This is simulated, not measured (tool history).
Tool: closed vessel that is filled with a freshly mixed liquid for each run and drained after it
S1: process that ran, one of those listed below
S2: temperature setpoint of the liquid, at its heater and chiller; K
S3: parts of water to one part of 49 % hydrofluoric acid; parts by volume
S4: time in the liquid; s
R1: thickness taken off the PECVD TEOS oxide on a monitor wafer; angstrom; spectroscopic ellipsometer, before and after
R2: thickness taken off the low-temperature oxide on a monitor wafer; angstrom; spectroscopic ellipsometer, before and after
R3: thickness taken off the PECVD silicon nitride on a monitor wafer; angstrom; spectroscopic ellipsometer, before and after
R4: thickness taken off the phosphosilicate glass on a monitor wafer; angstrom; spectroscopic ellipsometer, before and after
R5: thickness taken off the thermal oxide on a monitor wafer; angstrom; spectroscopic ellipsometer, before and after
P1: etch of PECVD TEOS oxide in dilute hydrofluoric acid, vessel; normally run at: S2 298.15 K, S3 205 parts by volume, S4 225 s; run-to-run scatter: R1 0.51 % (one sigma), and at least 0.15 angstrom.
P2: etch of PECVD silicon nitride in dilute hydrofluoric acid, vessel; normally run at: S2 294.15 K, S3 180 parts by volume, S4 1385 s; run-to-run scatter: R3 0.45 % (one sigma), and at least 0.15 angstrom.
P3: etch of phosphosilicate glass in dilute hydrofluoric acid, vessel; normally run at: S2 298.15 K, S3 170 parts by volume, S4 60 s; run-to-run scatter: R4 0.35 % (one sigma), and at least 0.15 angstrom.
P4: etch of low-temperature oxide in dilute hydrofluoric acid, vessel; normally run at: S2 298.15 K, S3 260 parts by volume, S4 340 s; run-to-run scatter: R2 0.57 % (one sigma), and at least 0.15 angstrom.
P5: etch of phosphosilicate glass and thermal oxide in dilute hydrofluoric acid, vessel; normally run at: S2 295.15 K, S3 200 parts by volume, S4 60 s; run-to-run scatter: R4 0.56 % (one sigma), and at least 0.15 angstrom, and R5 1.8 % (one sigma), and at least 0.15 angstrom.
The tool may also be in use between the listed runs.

{"run": 1, "hour": 7.7, "S1": "P1", "S2": 298.15, "S3": 205, "S4": 225, "R1": 84.358}
{"run": 2, "hour": 14.1, "S1": "P1", "S2": 291.15, "S3": 205, "S4": 225, "R1": 63.888}
{"run": 3, "hour": 23.8, "S1": "P4", "S2": 298.15, "S3": 260, "S4": 40, "R2": 37.119}
{"run": 4, "hour": 31.1, "S1": "P4", "S2": 303.15, "S3": 260, "S4": 340, "R2": 371.31}
{"run": 5, "hour": 36.6, "S1": "P1", "S2": 305.15, "S3": 70, "S4": 225, "R1": 379.53}
{"run": 6, "hour": 45.3, "S1": "P1", "S2": 298.15, "S3": 205, "S4": 225, "R1": 83.798}
{"run": 7, "hour": 51.0, "S1": "P2", "S2": 294.15, "S3": 180, "S4": 600, "R3": 79.885}
{"run": 8, "hour": 56.9, "S1": "P5", "S2": 295.15, "S3": 200, "S4": 60, "R4": 219.08, "R5": 11.874}
{"run": 9, "hour": 64.3, "S1": "P4", "S2": 298.15, "S3": 260, "S4": 340, "R2": 316.6}
{"run": 10, "hour": 68.8, "S1": "P3", "S2": 298.15, "S3": 170, "S4": 60, "R4": 629.6}
{"run": 11, "hour": 74.7, "S1": "P3", "S2": 298.15, "S3": 170, "S4": 100, "R4": 1042.7}
{"run": 12, "hour": 81.2, "S1": "P3", "S2": 298.15, "S3": 90, "S4": 60, "R4": 1307.3}
{"run": 13, "hour": 90.4, "S1": "P1", "S2": 298.15, "S3": 205, "S4": 415, "R1": 154.23}
{"run": 14, "hour": 97.8, "S1": "P1", "S2": 298.15, "S3": 205, "S4": 225, "R1": 84.108}
{"run": 15, "hour": 103.8, "S1": "P1", "S2": 298.15, "S3": 205, "S4": 75, "R1": 27.627}
{"run": 16, "hour": 108.6, "S1": "P1", "S2": 302.15, "S3": 205, "S4": 225, "R1": 96.809}
{"run": 17, "hour": 114.6, "S1": "P1", "S2": 298.15, "S3": 320, "S4": 320, "R1": 67.353}
{"run": 18, "hour": 120.2, "S1": "P2", "S2": 302.15, "S3": 180, "S4": 1385, "R3": 307.4}
{"run": 19, "hour": 128.1, "S1": "P1", "S2": 298.15, "S3": 205, "S4": 225, "R1": 83.888}
{"run": 20, "hour": 134.6, "S1": "P5", "S2": 295.15, "S3": 95, "S4": 60, "R4": 519.2, "R5": 28.324}
{"run": 21, "hour": 138.9, "S1": "P5", "S2": 295.15, "S3": 200, "S4": 110, "R4": 400.95, "R5": 21.562}
{"run": 22, "hour": 145.4, "S1": "P4", "S2": 298.15, "S3": 260, "S4": 340, "R2": 309.63}
{"run": 23, "hour": 152.9, "S1": "P2", "S2": 294.15, "S3": 180, "S4": 1385, "R3": 185.09}
{"run": 24, "hour": 161.8, "S1": "P3", "S2": 306.15, "S3": 170, "S4": 60, "R4": 837.2}
{"run": 25, "hour": 167.2, "S1": "P5", "S2": 290.15, "S3": 200, "S4": 60, "R4": 180.54, "R5": 9.5111}
{"run": 26, "hour": 174.2, "S1": "P2", "S2": 294.15, "S3": 255, "S4": 1385, "R3": 130.8}
{"run": 27, "hour": 180.7, "S1": "P1", "S2": 298.15, "S3": 205, "S4": 225, "R1": 83.694}
{"run": 28, "hour": 185.9, "S1": "P2", "S2": 294.15, "S3": 180, "S4": 1385, "R3": 184.13}
{"run": 29, "hour": 192.8, "S1": "P1", "S2": 298.15, "S3": 205, "S4": 225, "R1": 82.686}
{"run": 30, "hour": 199.4, "S1": "P1", "S2": 298.15, "S3": 40, "S4": 225, "R1": 525.73}
{"run": 31, "hour": 204.4, "S1": "P4", "S2": 298.15, "S3": 55, "S4": 340, "R2": 1877.8}
{"run": 32, "hour": 211.4, "S1": "P1", "S2": 298.15, "S3": 285, "S4": 225, "R1": 55.016}
{"run": 33, "hour": 216.6, "S1": "P1", "S2": 298.15, "S3": 205, "S4": 225, "R1": 83.744}
{"run": 34, "hour": 226.1, "S1": "P1", "S2": 298.15, "S3": 205, "S4": 225, "R1": 81.602}
{"run": 35, "hour": 233.3, "S1": "P1", "S2": 298.15, "S3": 205, "S4": 225, "R1": 79.362}
{"run": 36, "hour": 237.7, "S1": "P1", "S2": 298.15, "S3": 205, "S4": 225, "R1": 78.648}
{"run": 37, "hour": 245.4, "S1": "P1", "S2": 298.15, "S3": 205, "S4": 225, "R1": 78.378}
{"run": 38, "hour": 253.9, "S1": "P1", "S2": 298.15, "S3": 205, "S4": 225, "R1": 77.577}
{"run": 39, "hour": 260.4, "S1": "P1", "S2": 298.15, "S3": 205, "S4": 225, "R1": 77.173}
{"run": 40, "hour": 269.3, "S1": "P1", "S2": 298.15, "S3": 205, "S4": 225, "R1": 77.109}
{"run": 41, "hour": 277.6, "S1": "P1", "S2": 298.15, "S3": 205, "S4": 225, "R1": 77.096}
{"run": 42, "hour": 287.2, "S1": "P1", "S2": 298.15, "S3": 205, "S4": 225, "R1": 76.901}
{"run": 43, "hour": 293.7, "S1": "P1", "S2": 298.15, "S3": 205, "S4": 225, "R1": 76.577}

What P1 gives has crept away from where it was. These 2 causes fit the log equally well, each at the size given:
A: hydrofluoric acid flow below the setpoint (%) = 6.75
B: liquid colder than its thermometer reads (K) = 2.33
The creep began at about hour 216.6.

4 check runs are offered, one wafer each, their results left as question marks. Which one tells the causes apart?
{"run": "check 1", "hour": 300.2, "S1": "P3", "S2": 301.15, "S3": 170, "S4": 60, "R4": "?"}
{"run": "check 2", "hour": 300.2, "S1": "P2", "S2": 301.65, "S3": 180, "S4": 735, "R3": "?"}
{"run": "check 3", "hour": 300.2, "S1": "P4", "S2": 298.15, "S3": 110, "S4": 45, "R2": "?"}
{"run": "check 4", "hour": 300.2, "S1": "P5", "S2": 290.15, "S3": 200, "S4": 60, "R4": "?", "R5": "?"}

What each check would give under each cause:
check=check_1 result=R4 if_A=643.39 if_B=643.09
check=check_2 result=R3 if_A=146.440 if_B=136.070
check=check_3 result=R2 if_A=107.050 if_B=105.760
check=check_4 result=R4 if_A=166.03 if_B=164.21
check=check_4 result=R5 if_A=9.0462 if_B=8.9470
How far apart the two closest causes lie, in the result that separates them most: check 1 0.05 %; check 2 7.34 %; check 3 1.21 %; check 4 1.1 %
Check 2 tells the causes apart: in the others they would give nearly the same result.

Check 2 was then run and gave: R3 136.090 angstrom. Which cause is it?

It is B: liquid colder than its thermometer reads (K).
